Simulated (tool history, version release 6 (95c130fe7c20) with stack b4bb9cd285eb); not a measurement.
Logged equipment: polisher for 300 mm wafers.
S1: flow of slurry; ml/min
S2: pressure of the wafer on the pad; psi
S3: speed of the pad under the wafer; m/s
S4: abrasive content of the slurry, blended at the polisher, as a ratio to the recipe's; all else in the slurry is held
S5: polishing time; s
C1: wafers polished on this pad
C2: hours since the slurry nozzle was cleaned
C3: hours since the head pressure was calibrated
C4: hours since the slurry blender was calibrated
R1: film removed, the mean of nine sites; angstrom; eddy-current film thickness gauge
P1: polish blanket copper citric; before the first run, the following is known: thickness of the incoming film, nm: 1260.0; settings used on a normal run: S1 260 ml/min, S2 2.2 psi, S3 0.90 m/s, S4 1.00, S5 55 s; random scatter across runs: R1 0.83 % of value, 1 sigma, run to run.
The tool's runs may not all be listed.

| run | hour | S1 | S2 | S3 | S4 | S5 | C1 | C2 | C3 | C4 | R1 |
|---|---|---|---|---|---|---|---|---|---|---|---|
| 1 | 2.7 | 260 | 2.2 | 0.90 | 1.00 | 55 | 381 | 255.7 | 879.9 | 284.8 | 974.74 |
| 2 | 7.4 | 260 | 2.2 | 1.30 | 1.00 | 55 | 416 | 260.4 | 884.6 | 289.5 | 1404.90 |
| 3 | 12.4 | 260 | 2.2 | 0.44 | 1.00 | 55 | 454 | 265.4 | 889.6 | 294.5 | 494.05 |
| 4 | 16.1 | 260 | 2.2 | 0.90 | 1.00 | 55 | 482 | 269.1 | 893.3 | 298.2 | 965.15 |
| 5 | 19.0 | 260 | 1.1 | 0.90 | 1.00 | 55 | 504 | 272.0 | 896.2 | 301.1 | 499.51 |
| 6 | 23.2 | 260 | 1.5 | 0.90 | 1.30 | 55 | 536 | 276.2 | 900.4 | 305.3 | 709.21 |
| 7 | 26.4 | 260 | 2.2 | 0.90 | 1.00 | 70 | 560 | 279.4 | 903.6 | 308.5 | 1259.40 |
| 8 | 31.5 | 260 | 3.3 | 0.90 | 1.00 | 55 | 598 | 284.5 | 908.7 | 313.6 | 1464.70 |
| 9 | 36.5 | 390 | 2.2 | 0.90 | 1.00 | 55 | 636 | 289.5 | 913.7 | 318.6 | 1021.70 |
| 10 | 41.9 | 155 | 2.2 | 0.90 | 1.00 | 55 | 677 | 294.9 | 919.1 | 324.0 | 895.50 |
| 11 | 47.1 | 260 | 2.2 | 0.90 | 1.45 | 55 | 716 | 300.1 | 924.3 | 329.2 | 1066.30 |
| 12 | 52.5 | 260 | 2.2 | 0.90 | 1.00 | 55 | 757 | 305.5 | 929.7 | 334.6 | 977.58 |
| 13 | 57.4 | 260 | 2.2 | 0.90 | 1.00 | 55 | 794 | 310.4 | 934.6 | 339.5 | 976.64 |
| 14 | 60.9 | 260 | 3.3 | 0.90 | 1.00 | 40 | 820 | 313.9 | 938.1 | 343.0 | 1044.60 |
| 15 | 64.4 | 260 | 2.2 | 0.90 | 1.00 | 28 | 847 | 317.4 | 941.6 | 346.5 | 500.12 |
| 16 | 68.5 | 260 | 2.2 | 0.90 | 0.55 | 55 | 878 | 321.5 | 945.7 | 350.6 | 864.18 |

Estimate the outcome of run 17 from the log above:
| 17 | 71.9 | 260 | 2.2 | 0.90 | 1.00 | 55 | 903 | 324.9 | 949.1 | 354.0 | ? |

For run 17 the tool returned R1 979.55 angstrom.
